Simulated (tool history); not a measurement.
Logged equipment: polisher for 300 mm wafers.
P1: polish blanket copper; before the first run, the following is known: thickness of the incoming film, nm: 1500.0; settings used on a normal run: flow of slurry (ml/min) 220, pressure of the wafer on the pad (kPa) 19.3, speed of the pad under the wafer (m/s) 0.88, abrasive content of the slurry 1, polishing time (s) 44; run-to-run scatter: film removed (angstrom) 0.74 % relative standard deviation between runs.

| run | hour | flow of slurry (ml/min) | pressure of the wafer on the pad (kPa) | speed of the pad under the wafer (m/s) | abrasive content of the slurry | polishing time (s) | film removed (angstrom) |
|---|---|---|---|---|---|---|---|
| 1 | 5.8 | 220 | 19.3 | 0.88 | 1 | 44 | 1308 |
| 2 | 12.7 | 220 | 13.1 | 0.88 | 1 | 44 | 890.59 |
| 3 | 21.2 | 220 | 9.7 | 1.16 | 1 | 44 | 866.79 |
| 4 | 29.9 | 220 | 19.3 | 0.88 | 1 | 63 | 1874.6 |
|  | 34 | head pressure recalibrated |
| 5 | 38.9 | 220 | 19.3 | 0.88 | 1 | 44 | 1326.9 |
| 6 | 44.3 | 290 | 19.3 | 0.88 | 1 | 44 | 1333.9 |
| 7 | 49.9 | 220 | 19.3 | 0.88 | 1 | 44 | 1315.3 |
| 8 | 57.4 | 220 | 19.3 | 0.88 | 0.5 | 44 | 1132.9 |
| 9 | 63.5 | 220 | 19.3 | 0.88 | 1 | 44 | 1302.9 |
| 10 | 73.1 | 220 | 19.3 | 0.5 | 1 | 44 | 749.55 |
| 11 | 80 | 220 | 19.3 | 0.88 | 1 | 44 | 1307.6 |
| 12 | 87 | 220 | 19.3 | 0.88 | 1 | 44 | 1331.8 |
| 13 | 96.5 | 220 | 19.3 | 1.32 | 1 | 44 | 1957.4 |
| 14 | 105 | 220 | 19.3 | 0.88 | 1.45 | 44 | 1403.8 |
| 15 | 110.8 | 130 | 19.3 | 0.88 | 1 | 44 | 1218.5 |
| 16 | 119.1 | 220 | 31 | 0.88 | 1 | 44 | 2134.7 |
| 17 | 128.3 | 220 | 19.3 | 0.88 | 1 | 44 | 1315.1 |
| 18 | 134.3 | 220 | 19.3 | 0.88 | 1 | 21 | 627.02 |
| 19 | 141.5 | 220 | 19.3 | 0.88 | 1 | 44 | 1321.5 |
| 20 | 147.9 | 220 | 19.3 | 0.88 | 1 | 44 | 1292.9 |
| 21 | 153.1 | 220 | 19.3 | 0.88 | 1 | 44 | 1272.2 |
|  | 160 | head pressure recalibrated |
| 22 | 163 | 220 | 19.3 | 0.88 | 1 | 44 | 1240.3 |
|  | 167.8 | slurry blender recalibrated |
| 23 | 171.5 | 220 | 19.3 | 0.88 | 1 | 44 | 1241.3 |
| 24 | 179.7 | 220 | 19.3 | 0.88 | 1 | 44 | 1223.2 |
| 25 | 188.8 | 220 | 19.3 | 0.88 | 1 | 44 | 1201.6 |

The log shows P1 creeping away from where it was. Any of the 2 causes listed here, at the size stated for it, fits the log just as well as the others:
A: removal rate lost through wear of the pad, % = 6.63
B: slurry flow missing at the pad, % = 36.3
The gradual shift began around hour 141.5.
Why every other cause is out:
head's pressure below its setpoint, %: its service at hour 160 followed the start of the drift and did not put the process back to its old value
abrasive missing from the slurry, %: its service at hour 167.8 followed the start of the drift and did not put the process back to its old value

Which of the check runs below tells the causes apart, meaning the causes would give it clearly different results? Each run uses 2 wafers whose results are averaged, and each result is shown as a question mark.
| check 1 | 197.9 | 220 | 19.3 | 0.88 | 1.4 | 44 | ? |
| check 2 | 197.9 | 220 | 19.3 | 0.88 | 1.25 | 44 | ? |
| check 3 | 197.9 | 130 | 29 | 0.88 | 1 | 44 | ? |
| check 4 | 197.9 | 220 | 19.3 | 0.88 | 0.6 | 28 | ? |

What each check would give under each cause:
| check | result | if A | if B |
|---|---|---|---|
| check 1 | film removed (angstrom) | 1318.1 | 1318.2 |
| check 2 | film removed (angstrom) | 1285.5 | 1285.6 |
| check 3 | film removed (angstrom) | 1690.8 | 1621.3 |
| check 4 | film removed (angstrom) | 700.9 | 700.96 |
Minimum pairwise separation of causes per check, each pair taken at its best-separating result: check 1 0.01 %; check 2 0.01 %; check 3 4.19 %; check 4 0.01 %
Only in check 3 would the causes give clearly different results; in the remaining checks their results would be nearly the same.

Check 3 was carried out, with these results: film removed (angstrom) 1609.8. Which of the listed causes is responsible?

It is B: slurry flow missing at the pad, %.

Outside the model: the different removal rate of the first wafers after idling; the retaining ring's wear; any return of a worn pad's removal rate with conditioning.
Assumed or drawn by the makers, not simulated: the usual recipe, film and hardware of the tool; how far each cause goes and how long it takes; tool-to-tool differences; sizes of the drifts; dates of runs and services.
